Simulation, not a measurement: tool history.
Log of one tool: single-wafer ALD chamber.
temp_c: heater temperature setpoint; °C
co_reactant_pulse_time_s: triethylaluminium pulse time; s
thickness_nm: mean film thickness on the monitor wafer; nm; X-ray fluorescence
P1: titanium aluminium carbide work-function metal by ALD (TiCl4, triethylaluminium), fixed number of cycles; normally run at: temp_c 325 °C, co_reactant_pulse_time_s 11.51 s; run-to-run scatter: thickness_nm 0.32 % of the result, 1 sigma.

{"run": 1, "hour": 17.3, "temp_c": 325, "co_reactant_pulse_time_s": 11.51, "thickness_nm": 2.2626}
{"run": 2, "hour": 34.9, "temp_c": 342, "co_reactant_pulse_time_s": 4.87, "thickness_nm": 2.0078}
{"run": 3, "hour": 44.2, "temp_c": 325, "co_reactant_pulse_time_s": 11.51, "thickness_nm": 2.2815}
{"run": 4, "hour": 55.2, "temp_c": 325, "co_reactant_pulse_time_s": 11.51, "thickness_nm": 2.2613}
{"run": 5, "hour": 71.3, "temp_c": 313, "co_reactant_pulse_time_s": 17.04, "thickness_nm": 2.1957}
{"run": 6, "hour": 80.7, "temp_c": 325, "co_reactant_pulse_time_s": 11.51, "thickness_nm": 2.2687}
{"run": 7, "hour": 91.5, "temp_c": 346, "co_reactant_pulse_time_s": 11.51, "thickness_nm": 2.4528}
{"run": 8, "hour": 107.6, "temp_c": 325, "co_reactant_pulse_time_s": 5.23, "thickness_nm": 1.9264}
{"run": 9, "hour": 117.7, "temp_c": 325, "co_reactant_pulse_time_s": 11.51, "thickness_nm": 2.2625}
{"run": 10, "hour": 126.7, "temp_c": 325, "co_reactant_pulse_time_s": 11.51, "thickness_nm": 2.2622}
{"run": 11, "hour": 143.9, "temp_c": 341, "co_reactant_pulse_time_s": 8.35, "thickness_nm": 2.3151}
{"run": 12, "hour": 157.0, "temp_c": 325, "co_reactant_pulse_time_s": 11.51, "thickness_nm": 2.2563}
{"hour": 161.1, "done": "thermocouple changed; heater temperature recalibrated"}
{"run": 13, "hour": 170.8, "temp_c": 304, "co_reactant_pulse_time_s": 11.51, "thickness_nm": 2.0726}
{"run": 14, "hour": 189.1, "temp_c": 325, "co_reactant_pulse_time_s": 16.54, "thickness_nm": 2.3026}
{"run": 15, "hour": 198.2, "temp_c": 325, "co_reactant_pulse_time_s": 11.51, "thickness_nm": 2.2659}
{"run": 16, "hour": 206.7, "temp_c": 325, "co_reactant_pulse_time_s": 11.51, "thickness_nm": 2.2491}
{"run": 17, "hour": 221.2, "temp_c": 325, "co_reactant_pulse_time_s": 11.51, "thickness_nm": 2.2427}
{"run": 18, "hour": 237.6, "temp_c": 325, "co_reactant_pulse_time_s": 11.51, "thickness_nm": 2.2279}
{"run": 19, "hour": 254.5, "temp_c": 325, "co_reactant_pulse_time_s": 11.51, "thickness_nm": 2.2384}
{"run": 20, "hour": 269.8, "temp_c": 325, "co_reactant_pulse_time_s": 11.51, "thickness_nm": 2.2327}
{"run": 21, "hour": 282.0, "temp_c": 325, "co_reactant_pulse_time_s": 11.51, "thickness_nm": 2.2303}
{"run": 22, "hour": 300.7, "temp_c": 325, "co_reactant_pulse_time_s": 11.51, "thickness_nm": 2.2261}
{"run": 23, "hour": 318.0, "temp_c": 325, "co_reactant_pulse_time_s": 11.51, "thickness_nm": 2.2206}
{"run": 24, "hour": 333.2, "temp_c": 325, "co_reactant_pulse_time_s": 11.51, "thickness_nm": 2.215}
{"run": 25, "hour": 344.6, "temp_c": 325, "co_reactant_pulse_time_s": 11.51, "thickness_nm": 2.2079}

What P1 gives has crept away from where it was. These 2 causes fit the log equally well, each at the size given:
A: wafer temperature below the value expected at the setpoint (K) = 4.53
B: triethylaluminium dose below that of a fresh bottle (%) = 16.7
The creep began at about hour 198.2.

4 check runs are offered, one wafer each, their results left as question marks. Which one tells the causes apart?
{"run": "check 1", "hour": 356.0, "temp_c": 335, "co_reactant_pulse_time_s": 11.51, "thickness_nm": "?"}
{"run": "check 2", "hour": 356.0, "temp_c": 340, "co_reactant_pulse_time_s": 14.11, "thickness_nm": "?"}
{"run": "check 3", "hour": 356.0, "temp_c": 310, "co_reactant_pulse_time_s": 7.1, "thickness_nm": "?"}
{"run": "check 4", "hour": 356.0, "temp_c": 337, "co_reactant_pulse_time_s": 11.51, "thickness_nm": "?"}

What each check would give under each cause:
check=check_1 result=thickness_nm if_A=2.3159 if_B=2.3144
check=check_2 result=thickness_nm if_A=2.3882 if_B=2.4063
check=check_3 result=thickness_nm if_A=1.9470 if_B=1.8898
check=check_4 result=thickness_nm if_A=2.3341 if_B=2.3322
How far apart the two closest causes lie, in the result that separates them most: check 1 0.07 %; check 2 0.75 %; check 3 2.98 %; check 4 0.08 %
Check 3 tells the causes apart: in the others they would give nearly the same result.

Then check 3 was run and gave: thickness_nm 1.9545 nm. Which cause is it?

It is A: wafer temperature below the value expected at the setpoint (K).
